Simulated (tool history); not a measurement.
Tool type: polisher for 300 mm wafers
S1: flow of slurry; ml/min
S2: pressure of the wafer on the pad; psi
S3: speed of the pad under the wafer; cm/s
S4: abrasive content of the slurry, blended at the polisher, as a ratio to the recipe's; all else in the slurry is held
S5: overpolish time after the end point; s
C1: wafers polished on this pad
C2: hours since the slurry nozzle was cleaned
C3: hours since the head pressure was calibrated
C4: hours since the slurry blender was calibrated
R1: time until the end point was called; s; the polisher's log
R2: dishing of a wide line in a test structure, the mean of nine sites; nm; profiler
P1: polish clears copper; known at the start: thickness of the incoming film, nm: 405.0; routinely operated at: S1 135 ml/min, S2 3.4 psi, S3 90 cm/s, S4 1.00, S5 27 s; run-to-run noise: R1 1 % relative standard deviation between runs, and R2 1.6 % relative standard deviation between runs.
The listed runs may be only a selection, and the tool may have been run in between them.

{"run": 1, "hour": 5.2, "S1": 135, "S2": 3.4, "S3": 90, "S4": 1.0, "S5": 27, "C1": 326, "C2": 347.3, "C3": 183.5, "C4": 150.5, "R1": 126.84, "R2": 51.045}
{"run": 2, "hour": 7.9, "S1": 135, "S2": 3.4, "S3": 90, "S4": 1.5, "S5": 27, "C1": 345, "C2": 350.0, "C3": 186.2, "C4": 153.2, "R1": 114.74, "R2": 53.411}
{"hour": 9.1, "done": "head pressure recalibrated"}
{"run": 3, "hour": 11.7, "S1": 90, "S2": 3.4, "S3": 90, "S4": 1.0, "S5": 27, "C1": 371, "C2": 353.8, "C3": 2.6, "C4": 157.0, "R1": 135.89, "R2": 48.013}
{"run": 4, "hour": 16.2, "S1": 135, "S2": 3.4, "S3": 48, "S4": 1.0, "S5": 27, "C1": 403, "C2": 358.3, "C3": 7.1, "C4": 161.5, "R1": 234.07, "R2": 31.693}
{"run": 5, "hour": 21.1, "S1": 135, "S2": 3.4, "S3": 90, "S4": 1.0, "S5": 42, "C1": 437, "C2": 363.2, "C3": 12.0, "C4": 166.4, "R1": 125.24, "R2": 68.513}
{"run": 6, "hour": 24.0, "S1": 135, "S2": 3.4, "S3": 90, "S4": 1.0, "S5": 27, "C1": 457, "C2": 366.1, "C3": 14.9, "C4": 169.3, "R1": 124.2, "R2": 51.923}
{"run": 7, "hour": 28.8, "S1": 135, "S2": 3.4, "S3": 90, "S4": 1.0, "S5": 27, "C1": 491, "C2": 370.9, "C3": 19.7, "C4": 174.1, "R1": 125.15, "R2": 49.979}
{"run": 8, "hour": 33.6, "S1": 135, "S2": 4.7, "S3": 116, "S4": 1.0, "S5": 27, "C1": 525, "C2": 375.7, "C3": 24.5, "C4": 178.9, "R1": 70.927, "R2": 76.134}
{"run": 9, "hour": 37.5, "S1": 135, "S2": 5.3, "S3": 90, "S4": 1.0, "S5": 27, "C1": 552, "C2": 379.6, "C3": 28.4, "C4": 182.8, "R1": 81.12, "R2": 71.638}
{"run": 10, "hour": 42.6, "S1": 135, "S2": 1.8, "S3": 90, "S4": 1.0, "S5": 27, "C1": 588, "C2": 384.7, "C3": 33.5, "C4": 187.9, "R1": 234.48, "R2": 29.964}
{"run": 11, "hour": 47.7, "S1": 135, "S2": 3.4, "S3": 128, "S4": 1.0, "S5": 27, "C1": 624, "C2": 389.8, "C3": 38.6, "C4": 193.0, "R1": 87.844, "R2": 64.514}
{"run": 12, "hour": 53.1, "S1": 135, "S2": 3.4, "S3": 90, "S4": 1.0, "S5": 27, "C1": 661, "C2": 395.2, "C3": 44.0, "C4": 198.4, "R1": 123.94, "R2": 50.118}
{"run": 13, "hour": 57.2, "S1": 135, "S2": 3.4, "S3": 90, "S4": 1.0, "S5": 27, "C1": 690, "C2": 399.3, "C3": 48.1, "C4": 202.5, "R1": 124.0, "R2": 50.564}
{"run": 14, "hour": 62.0, "S1": 135, "S2": 3.4, "S3": 90, "S4": 1.0, "S5": 27, "C1": 724, "C2": 404.1, "C3": 52.9, "C4": 207.3, "R1": 124.71, "R2": 52.018}
{"run": 15, "hour": 65.7, "S1": 135, "S2": 3.4, "S3": 90, "S4": 0.55, "S5": 27, "C1": 750, "C2": 407.8, "C3": 56.6, "C4": 211.0, "R1": 141.1, "R2": 46.419}
{"run": 16, "hour": 68.7, "S1": 135, "S2": 3.4, "S3": 90, "S4": 1.0, "S5": 27, "C1": 771, "C2": 410.8, "C3": 59.6, "C4": 214.0, "R1": 123.36, "R2": 51.729}

Run 17 has not been measured yet. What should we expect?
{"run": 17, "hour": 73.5, "S1": 200, "S2": 3.4, "S3": 90, "S4": 1.0, "S5": 27, "C1": 804, "C2": 415.6, "C3": 64.4, "C4": 218.8, "R1": "?", "R2": "?"}

{"run 17": {"R1": 114.83, "R2": 54.429}}
